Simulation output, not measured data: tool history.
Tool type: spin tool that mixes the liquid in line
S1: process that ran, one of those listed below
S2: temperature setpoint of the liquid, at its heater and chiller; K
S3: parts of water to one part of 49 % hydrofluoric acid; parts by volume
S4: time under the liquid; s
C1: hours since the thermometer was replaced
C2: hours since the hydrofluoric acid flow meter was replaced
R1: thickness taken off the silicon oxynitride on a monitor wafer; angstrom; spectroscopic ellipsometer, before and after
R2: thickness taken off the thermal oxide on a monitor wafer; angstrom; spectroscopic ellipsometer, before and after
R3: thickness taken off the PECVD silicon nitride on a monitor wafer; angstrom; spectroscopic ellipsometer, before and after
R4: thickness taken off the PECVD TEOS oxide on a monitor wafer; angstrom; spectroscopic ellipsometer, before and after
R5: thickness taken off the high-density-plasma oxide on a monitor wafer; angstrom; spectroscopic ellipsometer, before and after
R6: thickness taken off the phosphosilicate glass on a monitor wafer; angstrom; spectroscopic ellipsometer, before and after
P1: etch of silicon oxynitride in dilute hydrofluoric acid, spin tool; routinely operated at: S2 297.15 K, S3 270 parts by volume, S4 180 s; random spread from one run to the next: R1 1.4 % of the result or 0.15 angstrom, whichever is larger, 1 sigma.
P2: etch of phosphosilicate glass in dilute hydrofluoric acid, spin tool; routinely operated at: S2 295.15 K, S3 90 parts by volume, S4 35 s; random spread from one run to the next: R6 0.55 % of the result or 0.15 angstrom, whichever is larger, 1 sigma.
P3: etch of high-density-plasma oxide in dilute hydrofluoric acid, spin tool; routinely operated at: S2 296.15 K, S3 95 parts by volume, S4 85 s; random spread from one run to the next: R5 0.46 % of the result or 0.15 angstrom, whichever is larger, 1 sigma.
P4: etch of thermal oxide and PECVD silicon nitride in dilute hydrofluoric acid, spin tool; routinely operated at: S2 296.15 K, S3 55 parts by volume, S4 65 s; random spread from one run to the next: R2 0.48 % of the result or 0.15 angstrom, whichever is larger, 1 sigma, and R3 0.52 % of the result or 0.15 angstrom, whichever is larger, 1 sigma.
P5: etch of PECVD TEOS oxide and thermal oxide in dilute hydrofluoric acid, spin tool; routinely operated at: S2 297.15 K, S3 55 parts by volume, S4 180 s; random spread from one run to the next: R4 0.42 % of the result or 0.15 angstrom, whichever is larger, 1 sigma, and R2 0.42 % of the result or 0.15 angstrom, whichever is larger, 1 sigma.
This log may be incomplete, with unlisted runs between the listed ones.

| run | hour | S1 | S2 | S3 | S4 | C1 | C2 | R1 | R2 | R3 | R4 | R5 | R6 |
|---|---|---|---|---|---|---|---|---|---|---|---|---|---|
| 1 | 8.0 | P1 | 297.15 | 270 | 180 | 529.2 | 623.6 | 17.7820 |  |  |  |  |  |
| 2 | 20.4 | P1 | 304.65 | 270 | 60 | 541.6 | 636.0 | 8.0433 |  |  |  |  |  |
| 3 | 36.7 | P1 | 303.65 | 270 | 180 | 557.9 | 652.3 | 23.2810 |  |  |  |  |  |
| 4 | 51.0 | P4 | 291.15 | 55 | 65 | 572.2 | 666.6 |  | 45.955 | 33.422 |  |  |  |
| 5 | 62.9 | P1 | 297.15 | 425 | 265 | 584.1 | 678.5 | 15.0490 |  |  |  |  |  |
|  | 63.8 | thermometer replaced |
| 6 | 77.2 | P5 | 297.15 | 55 | 180 | 13.5 | 692.8 |  | 173.920 |  | 472.14 |  |  |
| 7 | 91.4 | P1 | 297.15 | 270 | 180 | 27.7 | 707.0 | 17.4720 |  |  |  |  |  |
| 8 | 101.7 | P1 | 297.15 | 270 | 180 | 38.0 | 717.3 | 17.8730 |  |  |  |  |  |
| 9 | 109.5 | P3 | 296.15 | 95 | 85 | 45.8 | 725.1 |  |  |  |  | 44.412 |  |
| 10 | 122.7 | P1 | 291.15 | 270 | 180 | 59.0 | 738.3 | 13.5190 |  |  |  |  |  |
| 11 | 131.7 | P2 | 295.15 | 90 | 50 | 68.0 | 747.3 |  |  |  |  |  | 514.16 |
|  | 140.3 | hydrofluoric acid flow meter replaced |
| 12 | 146.3 | P1 | 297.15 | 270 | 30 | 82.6 | 6.1 | 3.0535 |  |  |  |  |  |
| 13 | 155.6 | P1 | 297.15 | 270 | 180 | 91.9 | 15.4 | 17.4680 |  |  |  |  |  |
| 14 | 165.4 | P3 | 296.15 | 95 | 45 | 101.7 | 25.2 |  |  |  |  | 23.635 |  |
| 15 | 173.1 | P1 | 297.15 | 495 | 180 | 109.4 | 32.9 | 8.2474 |  |  |  |  |  |
| 16 | 180.6 | P4 | 296.15 | 100 | 65 | 116.9 | 40.4 |  | 29.583 | 25.793 |  |  |  |
| 17 | 193.5 | P2 | 290.15 | 90 | 35 | 129.8 | 53.3 |  |  |  |  |  | 288.79 |
| 18 | 209.0 | P1 | 297.15 | 380 | 320 | 145.3 | 68.8 | 20.5430 |  |  |  |  |  |
| 19 | 223.5 | P1 | 297.15 | 270 | 315 | 159.8 | 83.3 | 30.7450 |  |  |  |  |  |
| 20 | 237.2 | P3 | 296.15 | 95 | 85 | 173.5 | 97.0 |  |  |  |  | 44.249 |  |
| 21 | 248.7 | P4 | 296.15 | 55 | 120 | 185.0 | 108.5 |  | 104.360 | 86.694 |  |  |  |
| 22 | 261.8 | P1 | 297.15 | 270 | 180 | 198.1 | 121.6 | 17.1160 |  |  |  |  |  |
| 23 | 270.4 | P1 | 297.15 | 270 | 180 | 206.7 | 130.2 | 17.2450 |  |  |  |  |  |
| 24 | 286.7 | P5 | 297.15 | 20 | 180 | 223.0 | 146.5 |  | 498.770 |  | 1347.20 |  |  |
| 25 | 295.0 | P2 | 295.15 | 90 | 35 | 231.3 | 154.8 |  |  |  |  |  | 358.07 |
| 26 | 309.7 | P3 | 296.15 | 20 | 85 | 246.0 | 169.5 |  |  |  |  | 230.540 |  |
| 27 | 318.8 | P4 | 296.15 | 55 | 65 | 255.1 | 178.6 |  | 57.022 | 46.851 |  |  |  |
| 28 | 326.4 | P1 | 297.15 | 270 | 180 | 262.7 | 186.2 | 17.7520 |  |  |  |  |  |
| 29 | 339.1 | P5 | 292.15 | 55 | 180 | 275.4 | 198.9 |  | 140.220 |  | 380.43 |  |  |
| 30 | 350.0 | P2 | 295.15 | 40 | 35 | 286.3 | 209.8 |  |  |  |  |  | 859.29 |
| 31 | 366.4 | P1 | 297.15 | 90 | 180 | 302.7 | 226.2 | 59.7740 |  |  |  |  |  |
| 32 | 377.8 | P5 | 297.15 | 55 | 180 | 314.1 | 237.6 |  | 173.000 |  | 470.14 |  |  |
| 33 | 386.4 | P3 | 290.15 | 95 | 85 | 322.7 | 246.2 |  |  |  |  | 34.181 |  |
| 34 | 398.3 | P5 | 297.15 | 55 | 55 | 334.6 | 258.1 |  | 53.295 |  | 143.81 |  |  |
| 35 | 410.9 | P1 | 297.15 | 270 | 180 | 347.2 | 270.7 | 18.0180 |  |  |  |  |  |
| 36 | 421.4 | P1 | 297.15 | 270 | 180 | 357.7 | 281.2 | 17.0460 |  |  |  |  |  |
| 37 | 437.3 | P1 | 297.15 | 270 | 180 | 373.6 | 297.1 | 16.5120 |  |  |  |  |  |
| 38 | 447.8 | P1 | 297.15 | 270 | 180 | 384.1 | 307.6 | 16.5130 |  |  |  |  |  |
| 39 | 461.3 | P1 | 297.15 | 270 | 180 | 397.6 | 321.1 | 16.2650 |  |  |  |  |  |

For run 40, what comes out?
| 40 | 477.3 | P1 | 297.15 | 270 | 180 | 413.6 | 337.1 | ? |  |  |  |  |  |

R1: 16.5760 angstrom

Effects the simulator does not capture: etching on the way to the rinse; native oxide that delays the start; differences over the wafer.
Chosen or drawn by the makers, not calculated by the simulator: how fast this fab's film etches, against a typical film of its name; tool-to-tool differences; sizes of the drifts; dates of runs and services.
